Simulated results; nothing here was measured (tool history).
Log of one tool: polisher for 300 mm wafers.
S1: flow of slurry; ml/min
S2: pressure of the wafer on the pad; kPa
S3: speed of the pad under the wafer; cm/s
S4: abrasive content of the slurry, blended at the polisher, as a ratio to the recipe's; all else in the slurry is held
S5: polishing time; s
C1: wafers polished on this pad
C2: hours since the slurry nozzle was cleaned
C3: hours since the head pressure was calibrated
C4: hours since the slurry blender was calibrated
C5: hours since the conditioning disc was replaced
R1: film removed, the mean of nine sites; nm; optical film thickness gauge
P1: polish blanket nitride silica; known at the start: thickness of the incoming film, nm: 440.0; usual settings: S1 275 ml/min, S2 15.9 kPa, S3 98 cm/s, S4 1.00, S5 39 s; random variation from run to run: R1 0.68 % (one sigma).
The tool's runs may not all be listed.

{"run": 1, "hour": 5.4, "S1": 275, "S2": 15.9, "S3": 98, "S4": 1.0, "S5": 39, "C1": 268, "C2": 167.2, "C3": 67.3, "C4": 71.2, "C5": 39.2, "R1": 15.182}
{"run": 2, "hour": 11.3, "S1": 275, "S2": 15.9, "S3": 98, "S4": 1.0, "S5": 39, "C1": 336, "C2": 173.1, "C3": 73.2, "C4": 77.1, "C5": 45.1, "R1": 15.026}
{"run": 3, "hour": 15.6, "S1": 275, "S2": 15.9, "S3": 98, "S4": 1.0, "S5": 53, "C1": 386, "C2": 177.4, "C3": 77.5, "C4": 81.4, "C5": 49.4, "R1": 20.703}
{"run": 4, "hour": 22.0, "S1": 275, "S2": 15.9, "S3": 98, "S4": 1.45, "S5": 53, "C1": 460, "C2": 183.8, "C3": 83.9, "C4": 87.8, "C5": 55.8, "R1": 23.963}
{"run": 5, "hour": 27.6, "S1": 275, "S2": 15.9, "S3": 56, "S4": 1.0, "S5": 39, "C1": 524, "C2": 189.4, "C3": 89.5, "C4": 93.4, "C5": 61.4, "R1": 9.7464}
{"run": 6, "hour": 36.0, "S1": 275, "S2": 15.9, "S3": 98, "S4": 1.0, "S5": 39, "C1": 621, "C2": 197.8, "C3": 97.9, "C4": 101.8, "C5": 69.8, "R1": 15.087}
{"run": 7, "hour": 44.1, "S1": 165, "S2": 15.9, "S3": 98, "S4": 1.0, "S5": 39, "C1": 714, "C2": 205.9, "C3": 106.0, "C4": 109.9, "C5": 77.9, "R1": 14.257}
{"run": 8, "hour": 51.3, "S1": 275, "S2": 15.9, "S3": 98, "S4": 1.45, "S5": 39, "C1": 797, "C2": 213.1, "C3": 113.2, "C4": 117.1, "C5": 85.1, "R1": 17.611}
{"run": 9, "hour": 56.3, "S1": 275, "S2": 15.9, "S3": 58, "S4": 1.0, "S5": 50, "C1": 854, "C2": 218.1, "C3": 118.2, "C4": 122.1, "C5": 90.1, "R1": 12.732}
{"run": 10, "hour": 63.9, "S1": 275, "S2": 15.9, "S3": 98, "S4": 1.0, "S5": 25, "C1": 942, "C2": 225.7, "C3": 125.8, "C4": 129.7, "C5": 97.7, "R1": 9.7432}
{"run": 11, "hour": 68.5, "S1": 375, "S2": 15.9, "S3": 98, "S4": 1.0, "S5": 39, "C1": 995, "C2": 230.3, "C3": 130.4, "C4": 134.3, "C5": 102.3, "R1": 15.292}
{"run": 12, "hour": 72.5, "S1": 275, "S2": 15.9, "S3": 98, "S4": 1.0, "S5": 39, "C1": 1041, "C2": 234.3, "C3": 134.4, "C4": 138.3, "C5": 106.3, "R1": 15.308}
{"run": 13, "hour": 77.7, "S1": 275, "S2": 15.9, "S3": 98, "S4": 0.55, "S5": 39, "C1": 1101, "C2": 239.5, "C3": 139.6, "C4": 143.5, "C5": 111.5, "R1": 11.067}
{"run": 14, "hour": 86.5, "S1": 165, "S2": 15.9, "S3": 98, "S4": 1.0, "S5": 26, "C1": 1202, "C2": 248.3, "C3": 148.4, "C4": 152.3, "C5": 120.3, "R1": 9.3925}
{"hour": 89.8, "done": "conditioning disc replaced and pad reconditioned"}
{"run": 15, "hour": 91.2, "S1": 275, "S2": 24.1, "S3": 98, "S4": 1.0, "S5": 39, "C1": 1256, "C2": 253.0, "C3": 153.1, "C4": 157.0, "C5": 1.4, "R1": 23.198}

Forecast run 16:
{"run": 16, "hour": 97.1, "S1": 275, "S2": 15.9, "S3": 98, "S4": 1.0, "S5": 39, "C1": 1324, "C2": 258.9, "C3": 159.0, "C4": 162.9, "C5": 7.3, "R1": "?"}

{"run 16": {"R1": 15.235}}
